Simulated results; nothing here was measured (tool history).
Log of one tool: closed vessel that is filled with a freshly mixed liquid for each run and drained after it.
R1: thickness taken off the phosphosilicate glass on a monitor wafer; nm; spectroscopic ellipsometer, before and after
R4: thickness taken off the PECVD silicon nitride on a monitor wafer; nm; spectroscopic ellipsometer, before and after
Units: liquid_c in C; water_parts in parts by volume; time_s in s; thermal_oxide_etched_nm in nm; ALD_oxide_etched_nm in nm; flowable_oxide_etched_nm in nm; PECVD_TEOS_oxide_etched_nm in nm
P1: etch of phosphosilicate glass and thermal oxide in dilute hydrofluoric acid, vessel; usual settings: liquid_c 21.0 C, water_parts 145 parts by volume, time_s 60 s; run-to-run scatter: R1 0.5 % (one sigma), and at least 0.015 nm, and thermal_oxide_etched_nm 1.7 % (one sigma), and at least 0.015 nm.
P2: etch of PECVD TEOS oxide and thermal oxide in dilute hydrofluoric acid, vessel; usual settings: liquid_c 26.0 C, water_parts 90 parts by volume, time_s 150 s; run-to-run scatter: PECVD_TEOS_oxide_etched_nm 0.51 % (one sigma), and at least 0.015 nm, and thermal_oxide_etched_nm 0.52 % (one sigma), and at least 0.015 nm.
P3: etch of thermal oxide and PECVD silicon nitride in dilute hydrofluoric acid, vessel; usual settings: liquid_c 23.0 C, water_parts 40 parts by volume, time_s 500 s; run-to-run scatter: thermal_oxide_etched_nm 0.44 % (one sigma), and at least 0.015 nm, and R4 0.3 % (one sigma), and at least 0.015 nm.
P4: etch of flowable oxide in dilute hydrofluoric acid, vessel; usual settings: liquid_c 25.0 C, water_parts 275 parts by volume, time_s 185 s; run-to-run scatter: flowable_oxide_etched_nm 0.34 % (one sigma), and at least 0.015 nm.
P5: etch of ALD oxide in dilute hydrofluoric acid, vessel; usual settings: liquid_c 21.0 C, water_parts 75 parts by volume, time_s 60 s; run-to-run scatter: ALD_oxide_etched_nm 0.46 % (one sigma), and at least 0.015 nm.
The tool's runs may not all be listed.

run 1 hour=3.3 | process=P1 liquid_c=21.0 water_parts=145 time_s=60 | R1=59.618 thermal_oxide_etched_nm=1.58680
run 2 hour=7.3 | process=P5 liquid_c=21.0 water_parts=75 time_s=60 | ALD_oxide_etched_nm=22.819
run 3 hour=11.0 | process=P3 liquid_c=23.0 water_parts=40 time_s=500 | thermal_oxide_etched_nm=55.94200 R4=29.460
run 4 hour=15.6 | process=P1 liquid_c=21.0 water_parts=205 time_s=60 | R1=39.447 thermal_oxide_etched_nm=1.09340
run 5 hour=19.5 | process=P1 liquid_c=21.0 water_parts=145 time_s=30 | R1=29.521 thermal_oxide_etched_nm=0.83483
run 6 hour=22.2 | process=P5 liquid_c=29.0 water_parts=75 time_s=60 | ALD_oxide_etched_nm=31.412
run 7 hour=26.8 | process=P3 liquid_c=23.0 water_parts=40 time_s=955 | thermal_oxide_etched_nm=106.80000 R4=55.747
run 8 hour=30.3 | process=P3 liquid_c=23.0 water_parts=40 time_s=500 | thermal_oxide_etched_nm=56.53700 R4=29.474
run 9 hour=33.5 | process=P3 liquid_c=23.0 water_parts=55 time_s=500 | thermal_oxide_etched_nm=40.11200 R4=21.602
run 10 hour=36.0 | process=P1 liquid_c=21.0 water_parts=65 time_s=30 | R1=72.216 thermal_oxide_etched_nm=1.97280
run 11 hour=40.7 | process=P4 liquid_c=25.0 water_parts=275 time_s=185 | flowable_oxide_etched_nm=18.528
run 12 hour=43.8 | process=P1 liquid_c=21.0 water_parts=145 time_s=60 | R1=59.201 thermal_oxide_etched_nm=1.61660
run 13 hour=47.5 | process=P1 liquid_c=29.0 water_parts=145 time_s=60 | R1=80.451 thermal_oxide_etched_nm=2.22530
run 14 hour=50.4 | process=P5 liquid_c=21.0 water_parts=75 time_s=35 | ALD_oxide_etched_nm=13.298
-- hour=52.2 thermometer replaced
run 15 hour=55.3 | process=P4 liquid_c=25.0 water_parts=80 time_s=185 | flowable_oxide_etched_nm=79.472
run 16 hour=59.5 | process=P1 liquid_c=21.0 water_parts=145 time_s=60 | R1=59.077 thermal_oxide_etched_nm=1.63540
run 17 hour=65.2 | process=P1 liquid_c=21.0 water_parts=60 time_s=60 | R1=157.270 thermal_oxide_etched_nm=4.38330
run 18 hour=68.4 | process=P4 liquid_c=25.0 water_parts=275 time_s=265 | flowable_oxide_etched_nm=26.371
run 19 hour=73.2 | process=P1 liquid_c=21.0 water_parts=85 time_s=115 | R1=210.110 thermal_oxide_etched_nm=5.65270
run 20 hour=76.7 | process=P3 liquid_c=17.5 water_parts=40 time_s=500 | thermal_oxide_etched_nm=44.28400 R4=20.110
run 21 hour=79.9 | process=P1 liquid_c=21.0 water_parts=145 time_s=60 | R1=58.981 thermal_oxide_etched_nm=1.59750
run 22 hour=84.4 | process=P2 liquid_c=26.0 water_parts=90 time_s=150 | thermal_oxide_etched_nm=8.53640 PECVD_TEOS_oxide_etched_nm=50.135
run 23 hour=90.0 | process=P5 liquid_c=21.0 water_parts=75 time_s=60 | ALD_oxide_etched_nm=22.832
run 24 hour=93.7 | process=P1 liquid_c=21.0 water_parts=145 time_s=60 | R1=59.622 thermal_oxide_etched_nm=1.63480
run 25 hour=98.4 | process=P2 liquid_c=18.5 water_parts=90 time_s=150 | thermal_oxide_etched_nm=6.32870 PECVD_TEOS_oxide_etched_nm=36.988
run 26 hour=102.0 | process=P5 liquid_c=21.0 water_parts=110 time_s=60 | ALD_oxide_etched_nm=15.022

Run 27 comes next. What will it give?
run 27 hour=105.4 | process=P2 liquid_c=26.0 water_parts=90 time_s=150 | thermal_oxide_etched_nm=? PECVD_TEOS_oxide_etched_nm=?

{"run 27": {"thermal_oxide_etched_nm": 8.5976, "PECVD_TEOS_oxide_etched_nm": 49.949}}
